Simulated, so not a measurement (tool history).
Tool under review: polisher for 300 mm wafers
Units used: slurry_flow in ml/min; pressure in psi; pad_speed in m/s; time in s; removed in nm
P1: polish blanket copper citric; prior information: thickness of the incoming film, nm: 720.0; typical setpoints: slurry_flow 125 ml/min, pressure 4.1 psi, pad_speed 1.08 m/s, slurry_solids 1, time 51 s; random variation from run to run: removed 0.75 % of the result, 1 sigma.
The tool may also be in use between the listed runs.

run 1 hour=14.9 | slurry_flow=125 pressure=4.1 pad_speed=1.08 slurry_solids=1 time=51 | removed=164.75
run 2 hour=27 | slurry_flow=190 pressure=4.1 pad_speed=1.08 slurry_solids=1 time=51 | removed=177.85
run 3 hour=37.8 | slurry_flow=125 pressure=4.1 pad_speed=1.08 slurry_solids=1 time=51 | removed=166.02
run 4 hour=54.8 | slurry_flow=125 pressure=2.6 pad_speed=1.08 slurry_solids=1 time=51 | removed=106.5
run 5 hour=62.9 | slurry_flow=125 pressure=4.1 pad_speed=1.08 slurry_solids=0.75 time=51 | removed=155.57
run 6 hour=73.2 | slurry_flow=125 pressure=4.1 pad_speed=1.08 slurry_solids=0.55 time=77 | removed=217.35
run 7 hour=86.9 | slurry_flow=125 pressure=4.1 pad_speed=0.8 slurry_solids=1 time=51 | removed=124.27
run 8 hour=95.8 | slurry_flow=85 pressure=4.1 pad_speed=1.08 slurry_solids=1 time=51 | removed=152.26
run 9 hour=103.8 | slurry_flow=125 pressure=4.1 pad_speed=1.42 slurry_solids=1 time=51 | removed=216.13
run 10 hour=117.4 | slurry_flow=125 pressure=6.3 pad_speed=1.08 slurry_solids=1 time=51 | removed=256.31
run 11 hour=132.3 | slurry_flow=125 pressure=4.1 pad_speed=1.08 slurry_solids=1 time=23 | removed=75.137
run 12 hour=141.1 | slurry_flow=125 pressure=4.1 pad_speed=1.08 slurry_solids=1 time=66 | removed=214.41
run 13 hour=150.4 | slurry_flow=125 pressure=4.1 pad_speed=1.08 slurry_solids=1 time=51 | removed=166.92
run 14 hour=160.8 | slurry_flow=125 pressure=4.1 pad_speed=1.08 slurry_solids=1 time=51 | removed=165.54
run 15 hour=172.4 | slurry_flow=125 pressure=4.1 pad_speed=1.08 slurry_solids=1.5 time=51 | removed=180.91
run 16 hour=179.9 | slurry_flow=125 pressure=4.1 pad_speed=1.08 slurry_solids=1 time=51 | removed=165.27
run 17 hour=191.3 | slurry_flow=125 pressure=4.1 pad_speed=1.08 slurry_solids=1 time=51 | removed=160.89
run 18 hour=203.3 | slurry_flow=125 pressure=4.1 pad_speed=1.08 slurry_solids=1 time=51 | removed=158.25
run 19 hour=218.3 | slurry_flow=125 pressure=4.1 pad_speed=1.08 slurry_solids=1 time=51 | removed=156.8
-- hour=228.9 worn pad replaced by a new one
run 20 hour=233 | slurry_flow=125 pressure=4.1 pad_speed=1.08 slurry_solids=1 time=51 | removed=152.46
run 21 hour=245 | slurry_flow=125 pressure=4.1 pad_speed=1.08 slurry_solids=1 time=51 | removed=152.03
run 22 hour=255.6 | slurry_flow=125 pressure=4.1 pad_speed=1.08 slurry_solids=1 time=51 | removed=152.37

Run 23 is up next; what results do you expect?
-- hour=255.9 slurry blender recalibrated
run 23 hour=267.9 | slurry_flow=125 pressure=4.1 pad_speed=1.08 slurry_solids=1 time=51 | removed=?

{"run 23": {"removed": 153.35}}

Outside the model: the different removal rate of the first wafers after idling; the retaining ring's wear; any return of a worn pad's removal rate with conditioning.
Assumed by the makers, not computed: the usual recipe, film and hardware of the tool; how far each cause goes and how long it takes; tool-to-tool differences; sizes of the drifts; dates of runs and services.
